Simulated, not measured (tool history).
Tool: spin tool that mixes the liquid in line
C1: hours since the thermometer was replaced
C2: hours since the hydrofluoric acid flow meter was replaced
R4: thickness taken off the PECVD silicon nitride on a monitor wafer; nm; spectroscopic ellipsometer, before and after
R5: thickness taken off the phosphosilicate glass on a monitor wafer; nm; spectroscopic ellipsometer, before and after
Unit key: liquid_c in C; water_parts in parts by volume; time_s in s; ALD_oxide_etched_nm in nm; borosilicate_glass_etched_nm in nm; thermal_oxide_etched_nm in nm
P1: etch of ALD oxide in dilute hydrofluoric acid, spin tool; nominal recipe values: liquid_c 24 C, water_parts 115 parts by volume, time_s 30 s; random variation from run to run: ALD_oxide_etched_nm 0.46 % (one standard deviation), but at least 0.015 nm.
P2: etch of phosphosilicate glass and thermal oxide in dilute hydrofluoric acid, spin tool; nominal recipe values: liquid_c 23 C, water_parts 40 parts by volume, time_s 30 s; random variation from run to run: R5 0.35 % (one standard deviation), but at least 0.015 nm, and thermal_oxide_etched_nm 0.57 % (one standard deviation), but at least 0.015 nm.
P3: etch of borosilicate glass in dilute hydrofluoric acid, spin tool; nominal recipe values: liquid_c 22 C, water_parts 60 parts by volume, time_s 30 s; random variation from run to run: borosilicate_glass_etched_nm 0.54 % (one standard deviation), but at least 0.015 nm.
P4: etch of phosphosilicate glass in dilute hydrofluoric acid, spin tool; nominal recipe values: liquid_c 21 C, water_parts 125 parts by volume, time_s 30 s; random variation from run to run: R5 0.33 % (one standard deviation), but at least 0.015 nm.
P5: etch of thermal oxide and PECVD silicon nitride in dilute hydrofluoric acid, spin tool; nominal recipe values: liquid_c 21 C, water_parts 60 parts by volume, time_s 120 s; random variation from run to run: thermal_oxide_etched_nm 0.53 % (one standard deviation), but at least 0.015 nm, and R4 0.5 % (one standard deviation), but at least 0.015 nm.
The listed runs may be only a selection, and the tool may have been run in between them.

{"run": 1, "hour": 8.0, "process": "P1", "liquid_c": 24, "water_parts": 115, "time_s": 30, "C1": 1671.5, "C2": 1555.1, "ALD_oxide_etched_nm": 7.2544}
{"run": 2, "hour": 19.8, "process": "P1", "liquid_c": 32, "water_parts": 115, "time_s": 30, "C1": 1683.3, "C2": 1566.9, "ALD_oxide_etched_nm": 9.8044}
{"run": 3, "hour": 28.6, "process": "P3", "liquid_c": 22, "water_parts": 60, "time_s": 50, "C1": 1692.1, "C2": 1575.7, "borosilicate_glass_etched_nm": 18.217}
{"run": 4, "hour": 45.6, "process": "P3", "liquid_c": 22, "water_parts": 105, "time_s": 30, "C1": 1709.1, "C2": 1592.7, "borosilicate_glass_etched_nm": 5.923}
{"run": 5, "hour": 60.5, "process": "P1", "liquid_c": 24, "water_parts": 115, "time_s": 30, "C1": 1724, "C2": 1607.6, "ALD_oxide_etched_nm": 7.2892}
{"run": 6, "hour": 68.9, "process": "P5", "liquid_c": 21, "water_parts": 60, "time_s": 120, "C1": 1732.4, "C2": 1616, "thermal_oxide_etched_nm": 8.5661, "R4": 8.9754}
{"run": 7, "hour": 77.1, "process": "P2", "liquid_c": 23, "water_parts": 40, "time_s": 15, "C1": 1740.6, "C2": 1624.2, "thermal_oxide_etched_nm": 1.8968, "R5": 64.421}
{"run": 8, "hour": 89.6, "process": "P5", "liquid_c": 21, "water_parts": 60, "time_s": 120, "C1": 1753.1, "C2": 1636.7, "thermal_oxide_etched_nm": 8.6294, "R4": 8.9614}
{"run": 9, "hour": 99.9, "process": "P2", "liquid_c": 23, "water_parts": 65, "time_s": 30, "C1": 1763.4, "C2": 1647, "thermal_oxide_etched_nm": 2.2174, "R5": 76.499}
{"run": 10, "hour": 113.6, "process": "P3", "liquid_c": 22, "water_parts": 60, "time_s": 30, "C1": 1777.1, "C2": 1660.7, "borosilicate_glass_etched_nm": 11.011}
{"run": 11, "hour": 129.0, "process": "P5", "liquid_c": 21, "water_parts": 60, "time_s": 45, "C1": 1792.5, "C2": 1676.1, "thermal_oxide_etched_nm": 3.2509, "R4": 3.3553}
{"run": 12, "hour": 141.4, "process": "P1", "liquid_c": 17.5, "water_parts": 115, "time_s": 30, "C1": 1804.9, "C2": 1688.5, "ALD_oxide_etched_nm": 5.5733}
{"run": 13, "hour": 151.2, "process": "P4", "liquid_c": 21, "water_parts": 125, "time_s": 55, "C1": 1814.7, "C2": 1698.3, "R5": 22.594}
{"run": 14, "hour": 167.8, "process": "P4", "liquid_c": 21, "water_parts": 125, "time_s": 30, "C1": 1831.3, "C2": 1714.9, "R5": 12.26}
{"run": 15, "hour": 185.4, "process": "P3", "liquid_c": 17, "water_parts": 60, "time_s": 30, "C1": 1848.9, "C2": 1732.5, "borosilicate_glass_etched_nm": 8.9779}
{"run": 16, "hour": 198.4, "process": "P1", "liquid_c": 24, "water_parts": 115, "time_s": 60, "C1": 1861.9, "C2": 1745.5, "ALD_oxide_etched_nm": 14.528}
{"run": 17, "hour": 208.4, "process": "P1", "liquid_c": 24, "water_parts": 40, "time_s": 30, "C1": 1871.9, "C2": 1755.5, "ALD_oxide_etched_nm": 22.917}
{"run": 18, "hour": 217.3, "process": "P1", "liquid_c": 28, "water_parts": 115, "time_s": 15, "C1": 1880.8, "C2": 1764.4, "ALD_oxide_etched_nm": 4.2422}
{"run": 19, "hour": 228.8, "process": "P1", "liquid_c": 24, "water_parts": 215, "time_s": 30, "C1": 1892.3, "C2": 1775.9, "ALD_oxide_etched_nm": 3.4522}
{"run": 20, "hour": 246.5, "process": "P4", "liquid_c": 21, "water_parts": 215, "time_s": 30, "C1": 1910, "C2": 1793.6, "R5": 6.5242}
{"run": 21, "hour": 262.6, "process": "P1", "liquid_c": 24, "water_parts": 115, "time_s": 30, "C1": 1926.1, "C2": 1809.7, "ALD_oxide_etched_nm": 7.3393}
{"run": 22, "hour": 280.5, "process": "P2", "liquid_c": 30.5, "water_parts": 40, "time_s": 30, "C1": 1944, "C2": 1827.6, "thermal_oxide_etched_nm": 5.0508, "R5": 174.67}
{"run": 23, "hour": 293.8, "process": "P3", "liquid_c": 22, "water_parts": 60, "time_s": 30, "C1": 1957.3, "C2": 1840.9, "borosilicate_glass_etched_nm": 11.007}
{"run": 24, "hour": 308.2, "process": "P1", "liquid_c": 24, "water_parts": 115, "time_s": 30, "C1": 1971.7, "C2": 1855.3, "ALD_oxide_etched_nm": 7.3565}
{"run": 25, "hour": 321.2, "process": "P5", "liquid_c": 17, "water_parts": 60, "time_s": 120, "C1": 1984.7, "C2": 1868.3, "thermal_oxide_etched_nm": 7.2059, "R4": 6.7858}
{"run": 26, "hour": 338.0, "process": "P4", "liquid_c": 26.5, "water_parts": 125, "time_s": 30, "C1": 2001.5, "C2": 1885.1, "R5": 15.268}
{"run": 27, "hour": 348.6, "process": "P5", "liquid_c": 21, "water_parts": 20, "time_s": 120, "C1": 2012.1, "C2": 1895.7, "thermal_oxide_etched_nm": 26.977, "R4": 25.871}
{"run": 28, "hour": 364.9, "process": "P2", "liquid_c": 23, "water_parts": 40, "time_s": 30, "C1": 2028.4, "C2": 1912, "thermal_oxide_etched_nm": 3.7175, "R5": 129.21}
{"run": 29, "hour": 374.4, "process": "P1", "liquid_c": 24, "water_parts": 115, "time_s": 15, "C1": 2037.9, "C2": 1921.5, "ALD_oxide_etched_nm": 3.6266}
{"run": 30, "hour": 382.6, "process": "P1", "liquid_c": 24, "water_parts": 115, "time_s": 30, "C1": 2046.1, "C2": 1929.7, "ALD_oxide_etched_nm": 7.3133}
{"run": 31, "hour": 396.7, "process": "P1", "liquid_c": 24, "water_parts": 115, "time_s": 30, "C1": 2060.2, "C2": 1943.8, "ALD_oxide_etched_nm": 7.406}
{"run": 32, "hour": 414.2, "process": "P1", "liquid_c": 24, "water_parts": 115, "time_s": 30, "C1": 2077.7, "C2": 1961.3, "ALD_oxide_etched_nm": 7.5801}
{"run": 33, "hour": 432.3, "process": "P1", "liquid_c": 24, "water_parts": 115, "time_s": 30, "C1": 2095.8, "C2": 1979.4, "ALD_oxide_etched_nm": 7.6212}
{"run": 34, "hour": 440.2, "process": "P1", "liquid_c": 24, "water_parts": 115, "time_s": 30, "C1": 2103.7, "C2": 1987.3, "ALD_oxide_etched_nm": 7.6772}
{"run": 35, "hour": 453.0, "process": "P1", "liquid_c": 24, "water_parts": 115, "time_s": 30, "C1": 2116.5, "C2": 2000.1, "ALD_oxide_etched_nm": 7.6901}
{"run": 36, "hour": 461.9, "process": "P1", "liquid_c": 24, "water_parts": 115, "time_s": 30, "C1": 2125.4, "C2": 2009, "ALD_oxide_etched_nm": 7.7232}
{"run": 37, "hour": 474.5, "process": "P1", "liquid_c": 24, "water_parts": 115, "time_s": 30, "C1": 2138, "C2": 2021.6, "ALD_oxide_etched_nm": 7.6948}
{"run": 38, "hour": 483.6, "process": "P1", "liquid_c": 24, "water_parts": 115, "time_s": 30, "C1": 2147.1, "C2": 2030.7, "ALD_oxide_etched_nm": 7.7548}

What P1 gives has crept off from where it sat before. The 2 causes that follow fit the log equally well, each at the size noted:
A: hydrofluoric acid flow above the setpoint (%) = 5.21
B: liquid hotter than its thermometer reads (K) = 1.49
Creep in the process output first set in at about hour 382.6.

The check runs listed below each take one wafer, and their results are still question marks. Under which run would the listed causes lead to clearly different results?
{"run": "check 1", "hour": 492.7, "process": "P5", "liquid_c": 18, "water_parts": 30, "time_s": 120, "thermal_oxide_etched_nm": "?", "R4": "?"}
{"run": "check 2", "hour": 492.7, "process": "P4", "liquid_c": 26.5, "water_parts": 125, "time_s": 55, "R5": "?"}
{"run": "check 3", "hour": 492.7, "process": "P3", "liquid_c": 17, "water_parts": 105, "time_s": 30, "borosilicate_glass_etched_nm": "?"}
{"run": "check 4", "hour": 492.7, "process": "P2", "liquid_c": 23, "water_parts": 40, "time_s": 15, "thermal_oxide_etched_nm": "?", "R5": "?"}

If the cause were each of the candidates in turn, the checks would give the following:
check=check_1 result=thermal_oxide_etched_nm if_A=16.475 if_B=16.677
check=check_1 result=R4 if_A=14.925 if_B=15.792
check=check_2 result=R5 if_A=29.576 if_B=29.504
check=check_3 result=borosilicate_glass_etched_nm if_A=5.1419 if_B=5.1733
check=check_4 result=thermal_oxide_etched_nm if_A=1.9717 if_B=1.9887
check=check_4 result=R5 if_A=67.941 if_B=68.526
Gap, in per cent, between the two causes that each check separates least, read from the result that separates them most: check 1 5.65 %; check 2 0.24 %; check 3 0.61 %; check 4 0.86 %
The causes can be told apart only by check 1. The other checks would give nearly the same results under each of them.

Running check 1 produced the following: thermal_oxide_etched_nm 16.515 nm; R4 15.645 nm. Which one of the listed causes fits?

B is the cause: liquid hotter than its thermometer reads (K).
